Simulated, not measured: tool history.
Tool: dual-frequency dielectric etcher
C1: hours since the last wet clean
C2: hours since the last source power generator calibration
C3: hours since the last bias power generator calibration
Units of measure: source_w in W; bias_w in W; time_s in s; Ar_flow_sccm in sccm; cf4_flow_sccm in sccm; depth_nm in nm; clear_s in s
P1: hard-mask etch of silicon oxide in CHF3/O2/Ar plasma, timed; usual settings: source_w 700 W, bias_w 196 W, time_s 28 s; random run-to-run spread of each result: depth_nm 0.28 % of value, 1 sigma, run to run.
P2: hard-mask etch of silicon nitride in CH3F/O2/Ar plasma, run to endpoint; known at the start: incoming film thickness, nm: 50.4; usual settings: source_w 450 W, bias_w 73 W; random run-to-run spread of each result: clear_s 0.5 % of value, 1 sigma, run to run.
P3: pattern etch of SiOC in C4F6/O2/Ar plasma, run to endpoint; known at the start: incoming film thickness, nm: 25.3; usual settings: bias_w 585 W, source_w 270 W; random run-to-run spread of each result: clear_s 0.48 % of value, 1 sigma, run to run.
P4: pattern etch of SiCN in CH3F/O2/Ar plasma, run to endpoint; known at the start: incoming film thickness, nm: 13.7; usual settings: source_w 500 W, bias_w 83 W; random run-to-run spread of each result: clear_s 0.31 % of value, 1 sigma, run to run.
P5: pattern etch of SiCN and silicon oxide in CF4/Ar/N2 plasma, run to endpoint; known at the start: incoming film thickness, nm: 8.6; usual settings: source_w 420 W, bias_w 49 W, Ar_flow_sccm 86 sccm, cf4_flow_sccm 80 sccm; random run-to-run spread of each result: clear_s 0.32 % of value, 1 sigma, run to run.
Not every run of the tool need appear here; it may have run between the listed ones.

run 1 day=0.258 | process=P1 source_w=700 bias_w=196 time_s=28 | C1=431 C2=3518.3 C3=549.1 | depth_nm=59.275
run 2 day=0.733 | process=P1 source_w=550 bias_w=135 time_s=28 | C1=442.4 C2=3529.7 C3=560.5 | depth_nm=47.623
run 3 day=1.017 | process=P5 source_w=260 bias_w=49 Ar_flow_sccm=86 cf4_flow_sccm=80 | C1=449.2 C2=3536.5 C3=567.3 | clear_s=17.409
run 4 day=1.333 | process=P1 source_w=700 bias_w=196 time_s=20.5 | C1=456.8 C2=3544.1 C3=574.9 | depth_nm=43.398
run 5 day=1.767 | process=P3 source_w=270 bias_w=585 | C1=467.2 C2=3554.5 C3=585.3 | clear_s=9.434
run 6 day=2.242 | process=P3 source_w=270 bias_w=585 | C1=478.6 C2=3565.9 C3=596.7 | clear_s=9.394
run 7 day=2.617 | process=P5 source_w=420 bias_w=49 Ar_flow_sccm=113 cf4_flow_sccm=80 | C1=487.6 C2=3574.9 C3=605.7 | clear_s=11.836
run 8 day=3.117 | process=P1 source_w=700 bias_w=196 time_s=42 | C1=499.6 C2=3586.9 C3=617.7 | depth_nm=89.074
run 9 day=3.646 | process=P3 source_w=190 bias_w=585 | C1=512.3 C2=3599.6 C3=630.4 | clear_s=10.723
run 10 day=3.883 | process=P5 source_w=420 bias_w=67 Ar_flow_sccm=86 cf4_flow_sccm=80 | C1=518 C2=3605.3 C3=636.1 | clear_s=10.367
run 11 day=4.233 | process=P5 source_w=420 bias_w=49 Ar_flow_sccm=86 cf4_flow_sccm=80 | C1=526.4 C2=3613.7 C3=644.5 | clear_s=11.302
run 12 day=4.596 | process=P4 source_w=590 bias_w=83 | C1=535.1 C2=3622.4 C3=653.2 | clear_s=29.948
run 13 day=5.129 | process=P1 source_w=700 bias_w=152 time_s=28 | C1=547.9 C2=3635.2 C3=666 | depth_nm=54.81
run 14 day=5.65 | process=P3 source_w=270 bias_w=814 | C1=560.4 C2=3647.7 C3=678.5 | clear_s=8.2659
run 15 day=6.154 | process=P4 source_w=500 bias_w=116 | C1=572.5 C2=3659.8 C3=690.6 | clear_s=28.066
run 16 day=6.492 | process=P1 source_w=700 bias_w=141 time_s=34.5 | C1=580.6 C2=3667.9 C3=698.7 | depth_nm=65.178
run 17 day=6.9 | process=P5 source_w=420 bias_w=49 Ar_flow_sccm=86 cf4_flow_sccm=97 | C1=590.4 C2=3677.7 C3=708.5 | clear_s=11.054
run 18 day=7.204 | process=P1 source_w=890 bias_w=268 time_s=28 | C1=597.7 C2=3685 C3=715.8 | depth_nm=72.458
run 19 day=7.504 | process=P1 source_w=570 bias_w=196 time_s=28 | C1=604.9 C2=3692.2 C3=723 | depth_nm=54.664
run 20 day=7.917 | process=P4 source_w=500 bias_w=83 | C1=614.8 C2=3702.1 C3=732.9 | clear_s=31.664
run 21 day=8.338 | process=P1 source_w=700 bias_w=244 time_s=28 | C1=624.9 C2=3712.2 C3=743 | depth_nm=64.032
run 22 day=8.742 | process=P1 source_w=700 bias_w=196 time_s=28 | C1=634.6 C2=3721.9 C3=752.7 | depth_nm=59.37
run 23 day=8.979 | process=P1 source_w=700 bias_w=196 time_s=28 | C1=640.3 C2=3727.6 C3=758.4 | depth_nm=58.962
run 24 day=9.442 | process=P1 source_w=920 bias_w=196 time_s=28 | C1=651.4 C2=3738.7 C3=769.5 | depth_nm=66.262
run 25 day=9.912 | process=P2 source_w=450 bias_w=73 | C1=662.7 C2=3750 C3=780.8 | clear_s=69.772
run 26 day=10.179 | process=P1 source_w=700 bias_w=196 time_s=28 | C1=669.1 C2=3756.4 C3=787.2 | depth_nm=59.331
run 27 day=10.608 | process=P5 source_w=420 bias_w=49 Ar_flow_sccm=86 cf4_flow_sccm=80 | C1=679.4 C2=3766.7 C3=797.5 | clear_s=11.34

Expected results for the next run?
run 28 day=10.983 | process=P2 source_w=340 bias_w=73 | C1=688.4 C2=3775.7 C3=806.5 | clear_s=?

clear_s: 77.387 s
